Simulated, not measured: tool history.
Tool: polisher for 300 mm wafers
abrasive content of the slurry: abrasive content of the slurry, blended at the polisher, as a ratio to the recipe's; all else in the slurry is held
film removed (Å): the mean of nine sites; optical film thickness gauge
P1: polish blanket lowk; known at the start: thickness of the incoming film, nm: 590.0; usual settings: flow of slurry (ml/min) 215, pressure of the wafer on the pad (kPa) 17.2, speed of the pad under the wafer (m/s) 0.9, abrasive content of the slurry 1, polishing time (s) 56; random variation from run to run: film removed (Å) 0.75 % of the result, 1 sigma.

| run | hour | flow of slurry (ml/min) | pressure of the wafer on the pad (kPa) | speed of the pad under the wafer (m/s) | abrasive content of the slurry | polishing time (s) | wafers polished on this pad | hours since the slurry nozzle was cleaned | hours since the head pressure was calibrated | hours since the slurry blender was calibrated | hours since the conditioning disc was replaced | film removed (Å) |
|---|---|---|---|---|---|---|---|---|---|---|---|---|
| 1 | 4.6 | 215 | 17.2 | 0.9 | 1 | 56 | 341 | 268.2 | 805.7 | 152.8 | 112.2 | 262.56 |
| 2 | 8.4 | 215 | 9.7 | 1.26 | 1 | 56 | 378 | 272 | 809.5 | 156.6 | 116 | 193.73 |
| 3 | 13 | 130 | 17.2 | 0.9 | 1 | 56 | 423 | 276.6 | 814.1 | 161.2 | 120.6 | 241.04 |
| 4 | 19.5 | 215 | 17.2 | 1.28 | 1 | 56 | 486 | 283.1 | 820.6 | 167.7 | 127.1 | 347.57 |
| 5 | 26.6 | 215 | 17.2 | 0.9 | 0.5 | 56 | 556 | 290.2 | 827.7 | 174.8 | 134.2 | 181.98 |
| 6 | 31.3 | 215 | 17.2 | 0.9 | 1 | 30 | 602 | 294.9 | 832.4 | 179.5 | 138.9 | 139.85 |
| 7 | 36 | 215 | 17.2 | 0.4 | 1 | 56 | 648 | 299.6 | 837.1 | 184.2 | 143.6 | 136.16 |
| 8 | 40.1 | 215 | 17.2 | 0.9 | 1 | 56 | 688 | 303.7 | 841.2 | 188.3 | 147.7 | 263.01 |
|  | 41.9 | conditioning disc replaced and pad reconditioned |
| 9 | 47 | 215 | 26.9 | 0.9 | 1 | 56 | 756 | 310.6 | 848.1 | 195.2 | 5.2 | 416.43 |
| 10 | 51.7 | 215 | 17.2 | 0.9 | 1.5 | 56 | 802 | 315.3 | 852.8 | 199.9 | 9.9 | 309.88 |
| 11 | 60.5 | 215 | 17.2 | 0.9 | 1 | 56 | 888 | 324.1 | 861.6 | 208.7 | 18.7 | 260.7 |
| 12 | 64.9 | 330 | 17.2 | 0.9 | 1 | 56 | 931 | 328.5 | 866 | 213.1 | 23.1 | 270.66 |
| 13 | 68.8 | 285 | 17.2 | 0.9 | 1 | 36 | 969 | 332.4 | 869.9 | 217 | 27 | 175.56 |
|  | 69 | slurry blender recalibrated |
| 14 | 76.2 | 215 | 17.2 | 0.9 | 1 | 85 | 1042 | 339.8 | 877.3 | 7.2 | 34.4 | 396.15 |
| 15 | 82.1 | 215 | 7.6 | 0.9 | 1 | 56 | 1100 | 345.7 | 883.2 | 13.1 | 40.3 | 115.8 |
| 16 | 88.3 | 215 | 17.2 | 0.9 | 1 | 56 | 1160 | 351.9 | 889.4 | 19.3 | 46.5 | 258.32 |
| 17 | 93.4 | 130 | 12.4 | 0.9 | 1 | 56 | 1210 | 357 | 894.5 | 24.4 | 51.6 | 173.18 |
| 18 | 99.1 | 215 | 17.2 | 0.9 | 1 | 56 | 1266 | 362.7 | 900.2 | 30.1 | 57.3 | 259.85 |

Run 19 comes next. What will it give?
| 19 | 107.1 | 215 | 17.2 | 0.9 | 1 | 56 | 1344 | 370.7 | 908.2 | 38.1 | 65.3 | ? |

film removed (Å): 248.79
